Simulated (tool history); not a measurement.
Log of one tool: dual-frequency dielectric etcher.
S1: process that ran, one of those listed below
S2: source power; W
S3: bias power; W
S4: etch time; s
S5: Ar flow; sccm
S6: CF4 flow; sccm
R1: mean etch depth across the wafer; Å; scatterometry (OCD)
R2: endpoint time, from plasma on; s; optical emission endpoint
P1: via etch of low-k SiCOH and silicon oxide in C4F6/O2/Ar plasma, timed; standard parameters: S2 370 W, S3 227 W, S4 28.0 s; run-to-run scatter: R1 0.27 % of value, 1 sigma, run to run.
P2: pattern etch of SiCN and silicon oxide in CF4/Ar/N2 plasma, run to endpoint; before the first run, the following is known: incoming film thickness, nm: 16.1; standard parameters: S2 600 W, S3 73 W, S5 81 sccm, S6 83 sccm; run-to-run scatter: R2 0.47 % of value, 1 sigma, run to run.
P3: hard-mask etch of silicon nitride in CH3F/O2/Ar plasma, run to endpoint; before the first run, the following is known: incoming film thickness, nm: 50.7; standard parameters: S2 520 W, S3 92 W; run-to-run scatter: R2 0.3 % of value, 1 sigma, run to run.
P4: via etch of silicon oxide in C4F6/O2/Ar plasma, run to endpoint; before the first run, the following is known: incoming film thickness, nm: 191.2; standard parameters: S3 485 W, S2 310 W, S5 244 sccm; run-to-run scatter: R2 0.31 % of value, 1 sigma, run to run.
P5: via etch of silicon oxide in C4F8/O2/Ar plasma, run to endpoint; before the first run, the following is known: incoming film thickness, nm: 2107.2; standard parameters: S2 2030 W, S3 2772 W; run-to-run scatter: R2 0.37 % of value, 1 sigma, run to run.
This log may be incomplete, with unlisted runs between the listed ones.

run,hour,S1,S2,S3,S4,S5,S6,R1,R2
1,4.6,P1,370,227,28.0,,,696.79,
2,10.4,P1,240,227,28.0,,,592.40,
3,15.6,P1,450,227,28.0,,,752.08,
# hour 19.9: bias power generator calibrated
4,21.1,P3,380,92,,,,,69.079
5,26.1,P1,370,284,28.0,,,756.39,
6,29.7,P2,600,73,,114,83,,14.308
7,34.5,P1,370,227,28.0,,,701.14,
8,37.7,P5,1270,2772,,,,,446.090
9,41.2,P4,310,485,,340,,,47.994
10,45.5,P4,310,485,,244,,,46.056
11,48.5,P1,370,227,28.0,,,700.49,
12,54.3,P1,370,227,28.0,,,699.63,
13,57.5,P2,600,73,,81,115,,13.100
14,62.1,P3,520,57,,,,,72.086
15,65.2,P1,370,227,42.0,,,1046.70,
16,68.9,P4,230,485,,244,,,51.554
17,73.1,P5,2030,2772,,,,,376.160
18,77.8,P5,2030,1839,,,,,417.100
19,80.5,P5,2030,2772,,,,,375.470
20,83.9,P4,310,360,,244,,,51.643
# hour 86.3: source power generator calibrated
21,87.7,P1,370,227,28.0,,,697.66,
22,92.4,P2,600,94,,81,83,,12.666
23,96.7,P2,600,73,,81,83,,13.514
24,101.0,P3,520,92,,,,,61.462
25,105.2,P1,370,166,28.0,,,632.62,
26,109.8,P2,830,73,,81,83,,10.236
27,115.2,P1,370,227,15.5,,,386.39,
28,119.2,P1,370,227,28.0,,,701.42,
29,124.5,P1,250,291,28.0,,,654.98,
30,127.9,P1,370,227,28.0,,,699.37,
31,131.6,P1,370,227,28.0,,,696.07,
32,135.0,P1,370,227,28.0,,,697.09,
33,141.2,P1,370,227,28.0,,,690.30,
34,146.2,P1,370,227,28.0,,,689.33,
35,149.0,P1,370,227,28.0,,,690.48,
36,152.7,P1,370,227,28.0,,,691.08,
37,155.7,P1,370,227,28.0,,,689.67,
38,161.1,P1,370,227,28.0,,,690.75,
# hour 162.7: wet clean of the chamber
39,167.0,P1,370,227,28.0,,,691.02,
40,169.6,P1,370,227,28.0,,,689.77,
41,174.2,P1,370,227,28.0,,,688.10,

The output of P1 has drifted from where it used to be. Each of the 2 causes below, taken at the size shown beside it, accounts for the log equally well:
A: source power that arrives under what is set, % = 3.76
B: bias power that arrives under what is set, % = 4.34
At approximately hour 127.9, the process output began to creep.
All other causes, with the reason each is excluded:
chamber walls in a state that lowers the etch rate, %: maintenance at hour 162.7, after the shift began, did not return the process to its former output

Of the 4 check runs below, each run on 3 wafers with the results averaged and each result still a question mark, which one would tell the listed causes apart?
check 1,178.8,P4,310,400,,244,,,?
check 2,178.8,P5,1370,2209,,,,,?
check 3,178.8,P2,600,73,,110,112,,?
check 4,178.8,P3,520,59,,,,,?

Outcome of each check run for each possible cause:
check,result,if A,if B
check 1,R2,50.242,50.342
check 2,R2,473.010,472.140
check 3,R2,14.172,13.887
check 4,R2,72.383,72.329
Smallest distance between any two causes, each pair judged by its most separating result, in per cent: check 1 0.2 %; check 2 0.18 %; check 3 2.03 %; check 4 0.07 %
Of the check runs offered, only check 3 discriminates between the causes; the rest would read about the same regardless of which cause applies.

The results of check 3 are: R2 13.893 s. Based on these, which of the listed causes is it?

The cause is B: bias power that arrives under what is set, %.
